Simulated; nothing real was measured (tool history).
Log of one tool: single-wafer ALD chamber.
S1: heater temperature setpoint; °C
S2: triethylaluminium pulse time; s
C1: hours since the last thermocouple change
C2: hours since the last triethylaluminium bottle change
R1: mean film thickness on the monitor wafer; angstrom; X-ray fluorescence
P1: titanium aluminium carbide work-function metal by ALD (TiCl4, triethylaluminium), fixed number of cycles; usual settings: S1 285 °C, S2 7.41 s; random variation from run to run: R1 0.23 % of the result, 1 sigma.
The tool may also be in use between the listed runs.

run 1 hour=15 | S1=285 S2=7.41 | C1=257.5 C2=361.8 | R1=17.645
run 2 hour=25.3 | S1=285 S2=10.56 | C1=267.8 C2=372.1 | R1=18.513
run 3 hour=35.9 | S1=310 S2=7.41 | C1=278.4 C2=382.7 | R1=19.69
run 4 hour=52.7 | S1=285 S2=7.41 | C1=295.2 C2=399.5 | R1=17.553
run 5 hour=70 | S1=285 S2=7.41 | C1=312.5 C2=416.8 | R1=17.557
run 6 hour=83.1 | S1=285 S2=7.41 | C1=325.6 C2=429.9 | R1=17.605
run 7 hour=99.6 | S1=285 S2=7.41 | C1=342.1 C2=446.4 | R1=17.64
run 8 hour=112.1 | S1=266 S2=7.41 | C1=354.6 C2=458.9 | R1=16.044
run 9 hour=123.7 | S1=285 S2=7.41 | C1=366.2 C2=470.5 | R1=17.564
run 10 hour=138.1 | S1=270 S2=5.5 | C1=380.6 C2=484.9 | R1=15.201
run 11 hour=154.9 | S1=285 S2=2.56 | C1=397.4 C2=501.7 | R1=11.166
run 12 hour=166.9 | S1=285 S2=7.41 | C1=409.4 C2=513.7 | R1=17.662
run 13 hour=182 | S1=285 S2=7.41 | C1=424.5 C2=528.8 | R1=17.414
run 14 hour=194.7 | S1=285 S2=7.41 | C1=437.2 C2=541.5 | R1=17.383

The next listed run, before its measurement:
run 15 hour=208.6 | S1=285 S2=7.41 | C1=451.1 C2=555.4 | R1=?

Run 15 gave R1 17.236 angstrom.

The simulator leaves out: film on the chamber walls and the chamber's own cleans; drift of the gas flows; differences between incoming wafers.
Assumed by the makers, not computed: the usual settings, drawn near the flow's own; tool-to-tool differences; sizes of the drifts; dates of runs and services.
